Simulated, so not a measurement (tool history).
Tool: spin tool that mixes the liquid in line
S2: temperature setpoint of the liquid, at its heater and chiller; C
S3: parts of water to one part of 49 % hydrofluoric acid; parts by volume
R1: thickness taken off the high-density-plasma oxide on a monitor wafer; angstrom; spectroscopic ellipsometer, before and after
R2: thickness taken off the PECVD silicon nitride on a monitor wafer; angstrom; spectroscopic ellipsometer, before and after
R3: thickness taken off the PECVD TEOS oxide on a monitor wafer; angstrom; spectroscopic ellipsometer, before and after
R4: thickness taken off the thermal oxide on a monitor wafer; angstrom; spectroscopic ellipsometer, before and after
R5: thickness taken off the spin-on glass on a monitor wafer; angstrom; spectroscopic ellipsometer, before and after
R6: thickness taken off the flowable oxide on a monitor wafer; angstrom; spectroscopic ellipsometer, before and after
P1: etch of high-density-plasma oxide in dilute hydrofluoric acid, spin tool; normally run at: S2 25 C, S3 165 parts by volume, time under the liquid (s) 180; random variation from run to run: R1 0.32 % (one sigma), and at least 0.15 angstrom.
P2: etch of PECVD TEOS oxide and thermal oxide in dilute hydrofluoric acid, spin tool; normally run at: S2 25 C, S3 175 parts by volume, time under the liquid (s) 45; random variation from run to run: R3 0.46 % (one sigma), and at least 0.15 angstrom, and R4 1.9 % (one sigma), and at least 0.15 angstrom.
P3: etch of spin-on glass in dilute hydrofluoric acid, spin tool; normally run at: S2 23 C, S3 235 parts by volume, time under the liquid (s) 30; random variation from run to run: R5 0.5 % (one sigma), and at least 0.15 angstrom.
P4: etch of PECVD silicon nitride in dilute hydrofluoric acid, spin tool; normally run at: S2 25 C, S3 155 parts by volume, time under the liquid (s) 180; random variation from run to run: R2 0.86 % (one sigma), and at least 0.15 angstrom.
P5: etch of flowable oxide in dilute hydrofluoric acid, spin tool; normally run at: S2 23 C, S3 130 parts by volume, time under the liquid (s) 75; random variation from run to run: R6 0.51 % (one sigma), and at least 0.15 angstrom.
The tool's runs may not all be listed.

{"run": 1, "hour": 3.5, "process that ran": "P1", "S2": 25, "S3": 165, "time under the liquid (s)": 180, "R1": 70.792}
{"run": 2, "hour": 11.1, "process that ran": "P4", "S2": 30.5, "S3": 155, "time under the liquid (s)": 180, "R2": 35.589}
{"run": 3, "hour": 17.5, "process that ran": "P1", "S2": 29.5, "S3": 165, "time under the liquid (s)": 180, "R1": 83.82}
{"run": 4, "hour": 24.2, "process that ran": "P1", "S2": 25, "S3": 165, "time under the liquid (s)": 180, "R1": 70.8}
{"run": 5, "hour": 31.1, "process that ran": "P1", "S2": 17.5, "S3": 165, "time under the liquid (s)": 15, "R1": 4.2485}
{"run": 6, "hour": 36.6, "process that ran": "P1", "S2": 25, "S3": 100, "time under the liquid (s)": 180, "R1": 126.47}
{"run": 7, "hour": 41.2, "process that ran": "P2", "S2": 25, "S3": 175, "time under the liquid (s)": 65, "R3": 93.169, "R4": 18.458}
{"run": 8, "hour": 47.5, "process that ran": "P1", "S2": 21, "S3": 165, "time under the liquid (s)": 180, "R1": 60.78}
{"run": 9, "hour": 51.0, "process that ran": "P4", "S2": 25, "S3": 275, "time under the liquid (s)": 180, "R2": 14.262}
{"run": 10, "hour": 55.1, "process that ran": "P3", "S2": 23, "S3": 235, "time under the liquid (s)": 60, "R5": 150.56}
{"run": 11, "hour": 62.7, "process that ran": "P5", "S2": 23, "S3": 130, "time under the liquid (s)": 75, "R6": 146.33}
{"run": 12, "hour": 69.5, "process that ran": "P4", "S2": 25, "S3": 155, "time under the liquid (s)": 180, "R2": 24.968}
{"run": 13, "hour": 75.3, "process that ran": "P1", "S2": 20.5, "S3": 165, "time under the liquid (s)": 315, "R1": 104.07}
{"run": 14, "hour": 78.9, "process that ran": "P1", "S2": 25, "S3": 270, "time under the liquid (s)": 265, "R1": 56.948}
{"run": 15, "hour": 84.0, "process that ran": "P3", "S2": 23, "S3": 235, "time under the liquid (s)": 30, "R5": 75.131}
{"run": 16, "hour": 90.0, "process that ran": "P2", "S2": 25, "S3": 325, "time under the liquid (s)": 45, "R3": 29.474, "R4": 5.2719}
{"run": 17, "hour": 97.9, "process that ran": "P3", "S2": 23, "S3": 235, "time under the liquid (s)": 30, "R5": 74.772}
{"run": 18, "hour": 103.9, "process that ran": "P2", "S2": 25, "S3": 175, "time under the liquid (s)": 45, "R3": 64.189, "R4": 12.35}
{"run": 19, "hour": 108.7, "process that ran": "P1", "S2": 25, "S3": 165, "time under the liquid (s)": 180, "R1": 70.776}
{"run": 20, "hour": 115.3, "process that ran": "P1", "S2": 25, "S3": 165, "time under the liquid (s)": 60, "R1": 23.274}
{"run": 21, "hour": 121.0, "process that ran": "P3", "S2": 17, "S3": 235, "time under the liquid (s)": 30, "R5": 59.598}
{"run": 22, "hour": 126.9, "process that ran": "P1", "S2": 25, "S3": 165, "time under the liquid (s)": 180, "R1": 70.521}
{"run": 23, "hour": 131.6, "process that ran": "P1", "S2": 25, "S3": 165, "time under the liquid (s)": 290, "R1": 114.18}
{"run": 24, "hour": 136.4, "process that ran": "P4", "S2": 25, "S3": 155, "time under the liquid (s)": 180, "R2": 24.798}
{"run": 25, "hour": 143.8, "process that ran": "P5", "S2": 23, "S3": 130, "time under the liquid (s)": 130, "R6": 254.84}
{"run": 26, "hour": 148.1, "process that ran": "P3", "S2": 23, "S3": 380, "time under the liquid (s)": 30, "R5": 40.316}
{"run": 27, "hour": 154.4, "process that ran": "P5", "S2": 23, "S3": 130, "time under the liquid (s)": 75, "R6": 145.28}
{"run": 28, "hour": 158.9, "process that ran": "P2", "S2": 20.5, "S3": 175, "time under the liquid (s)": 45, "R3": 53.701, "R4": 10.565}
{"run": 29, "hour": 164.9, "process that ran": "P1", "S2": 25, "S3": 165, "time under the liquid (s)": 180, "R1": 70.922}
{"run": 30, "hour": 170.7, "process that ran": "P4", "S2": 25, "S3": 155, "time under the liquid (s)": 25, "R2": 3.5898}
{"run": 31, "hour": 175.9, "process that ran": "P1", "S2": 25, "S3": 165, "time under the liquid (s)": 180, "R1": 70.598}
{"run": 32, "hour": 181.8, "process that ran": "P5", "S2": 23, "S3": 205, "time under the liquid (s)": 75, "R6": 86.12}
{"run": 33, "hour": 187.4, "process that ran": "P5", "S2": 19, "S3": 130, "time under the liquid (s)": 75, "R6": 124.29}
{"run": 34, "hour": 195.3, "process that ran": "P1", "S2": 25, "S3": 255, "time under the liquid (s)": 180, "R1": 41.332}
{"run": 35, "hour": 199.1, "process that ran": "P1", "S2": 25, "S3": 165, "time under the liquid (s)": 180, "R1": 70.922}
{"run": 36, "hour": 202.7, "process that ran": "P1", "S2": 25, "S3": 165, "time under the liquid (s)": 180, "R1": 70}
{"run": 37, "hour": 209.6, "process that ran": "P1", "S2": 25, "S3": 165, "time under the liquid (s)": 180, "R1": 68.063}
{"run": 38, "hour": 214.8, "process that ran": "P1", "S2": 25, "S3": 165, "time under the liquid (s)": 180, "R1": 67.528}
{"run": 39, "hour": 221.3, "process that ran": "P1", "S2": 25, "S3": 165, "time under the liquid (s)": 180, "R1": 67.314}
{"run": 40, "hour": 228.8, "process that ran": "P1", "S2": 25, "S3": 165, "time under the liquid (s)": 180, "R1": 67.067}
{"run": 41, "hour": 235.4, "process that ran": "P1", "S2": 25, "S3": 165, "time under the liquid (s)": 180, "R1": 66.778}
{"run": 42, "hour": 241.4, "process that ran": "P1", "S2": 25, "S3": 165, "time under the liquid (s)": 180, "R1": 66.404}
{"run": 43, "hour": 248.9, "process that ran": "P1", "S2": 25, "S3": 165, "time under the liquid (s)": 180, "R1": 65.902}
{"run": 44, "hour": 255.2, "process that ran": "P1", "S2": 25, "S3": 165, "time under the liquid (s)": 180, "R1": 66.6}

What P1 gives has crept away from where it was. These 2 causes fit the log equally well, each at the size given:
A: hydrofluoric acid flow below the setpoint (%) = 5.33
B: liquid colder than its thermometer reads (K) = 1.74
The creep began at about hour 199.1.

4 check runs are offered, each on 2 wafers whose results are averaged, their results left as question marks. Which one tells the causes apart?
{"run": "check 1", "hour": 261.5, "process that ran": "P3", "S2": 23, "S3": 235, "time under the liquid (s)": 30, "R5": "?"}
{"run": "check 2", "hour": 261.5, "process that ran": "P4", "S2": 25, "S3": 155, "time under the liquid (s)": 180, "R2": "?"}
{"run": "check 3", "hour": 261.5, "process that ran": "P2", "S2": 25, "S3": 175, "time under the liquid (s)": 45, "R3": "?", "R4": "?"}
{"run": "check 4", "hour": 261.5, "process that ran": "P5", "S2": 23, "S3": 130, "time under the liquid (s)": 75, "R6": "?"}

What each check would give under each cause:
check=check_1 result=R5 if_A=70.112 if_B=70.381
check=check_2 result=R2 if_A=23.613 if_B=22.295
check=check_3 result=R3 if_A=60.078 if_B=60.111
check=check_3 result=R4 if_A=11.561 if_B=11.567
check=check_4 result=R6 if_A=137.96 if_B=137.19
How far apart the two closest causes lie, in the result that separates them most: check 1 0.38 %; check 2 5.74 %; check 3 0.06 %; check 4 0.56 %
Only check 2 tells the causes apart: in the others they would give nearly the same result.

Then check 2 was run and gave: R2 23.677 angstrom. Which cause is it?

It is A: hydrofluoric acid flow below the setpoint (%).

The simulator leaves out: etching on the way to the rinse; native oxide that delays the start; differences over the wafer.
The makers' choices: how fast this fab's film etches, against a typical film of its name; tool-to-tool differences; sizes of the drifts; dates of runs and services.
